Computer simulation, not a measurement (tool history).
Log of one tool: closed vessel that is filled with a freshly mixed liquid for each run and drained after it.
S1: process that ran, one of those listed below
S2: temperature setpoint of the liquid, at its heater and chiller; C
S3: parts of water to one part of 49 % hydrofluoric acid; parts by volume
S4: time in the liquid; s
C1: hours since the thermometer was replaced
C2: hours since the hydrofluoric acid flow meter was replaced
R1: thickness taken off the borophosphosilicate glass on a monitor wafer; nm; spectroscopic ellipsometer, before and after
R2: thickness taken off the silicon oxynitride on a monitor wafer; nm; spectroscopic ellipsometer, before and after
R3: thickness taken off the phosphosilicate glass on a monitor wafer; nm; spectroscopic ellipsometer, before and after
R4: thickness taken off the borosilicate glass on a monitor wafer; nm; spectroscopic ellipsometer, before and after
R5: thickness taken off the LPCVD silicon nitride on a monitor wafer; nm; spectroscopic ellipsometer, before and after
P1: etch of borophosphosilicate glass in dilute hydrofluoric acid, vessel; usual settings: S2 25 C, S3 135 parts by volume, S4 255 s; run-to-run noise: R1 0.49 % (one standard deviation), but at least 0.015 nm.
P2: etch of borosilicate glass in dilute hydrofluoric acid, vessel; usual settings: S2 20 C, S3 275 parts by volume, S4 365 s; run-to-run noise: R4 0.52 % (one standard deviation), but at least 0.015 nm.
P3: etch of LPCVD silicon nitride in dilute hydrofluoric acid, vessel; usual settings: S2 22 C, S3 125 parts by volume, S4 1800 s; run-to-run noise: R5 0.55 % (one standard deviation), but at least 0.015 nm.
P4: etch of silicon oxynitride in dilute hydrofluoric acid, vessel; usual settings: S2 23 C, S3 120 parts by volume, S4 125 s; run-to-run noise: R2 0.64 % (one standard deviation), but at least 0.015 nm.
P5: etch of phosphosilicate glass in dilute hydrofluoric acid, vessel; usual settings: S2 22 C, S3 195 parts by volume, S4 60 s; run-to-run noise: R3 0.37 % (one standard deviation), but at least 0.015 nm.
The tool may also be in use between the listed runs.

run,day,S1,S2,S3,S4,C1,C2,R1,R2,R3,R4,R5
1,0.454,P1,25,135,255,352.7,1683.8,57.645,,,,
2,0.858,P1,25,135,255,362.4,1693.5,57.327,,,,
3,1.112,P4,23,120,30,368.5,1699.6,,1.1071,,,
4,1.5,P5,28,195,60,377.8,1708.9,,,24.648,,
5,1.958,P2,20,275,365,388.8,1719.9,,,,33.671,
6,2.283,P4,23,35,125,396.6,1727.7,,16.528,,,
# day 2.558: hydrofluoric acid flow meter replaced
7,2.625,P2,20,275,100,404.8,1.7,,,,9.2198,
8,3.071,P1,25,135,255,415.5,12.4,57.427,,,,
9,3.283,P5,22,195,60,420.6,17.5,,,19.898,,
10,3.529,P4,23,120,125,426.5,23.4,,4.4843,,,
11,3.929,P1,25,250,255,436.1,33,27.354,,,,
12,4.362,P2,20,275,365,446.5,43.4,,,,33.609,
13,4.658,P1,25,135,255,453.6,50.5,57.201,,,,
14,4.908,P5,22,195,115,459.6,56.5,,,38.062,,
15,5.146,P1,25,80,255,465.3,62.2,104.82,,,,
16,5.475,P1,25,135,415,473.2,70.1,94.201,,,,
17,5.9,P2,20,110,365,483.4,80.3,,,,99.607,
18,6.321,P3,22,125,295,493.5,90.4,,,,,1.012
19,6.554,P3,17,125,1800,499.1,96,,,,,4.4717
20,6.875,P1,25,135,255,506.8,103.7,57.728,,,,
21,7.112,P5,22,100,60,512.5,109.4,,,42.872,,
22,7.329,P1,25,135,60,517.7,114.6,13.468,,,,
23,7.754,P3,22,125,1800,527.9,124.8,,,,,6.2942
24,8.217,P1,19,35,255,539,135.9,195.25,,,,
25,8.488,P4,31,120,125,545.5,142.4,,6.4985,,,
26,8.762,P3,22,225,1800,552.1,149,,,,,3.4691
27,9.225,P1,32.5,220,255,563.2,160.1,41.679,,,,

Run 28 comes next. What will it give?
28,9.662,P1,28.5,135,255,573.7,170.6,?,,,,

{"run 28": {"R1": 65.832}}
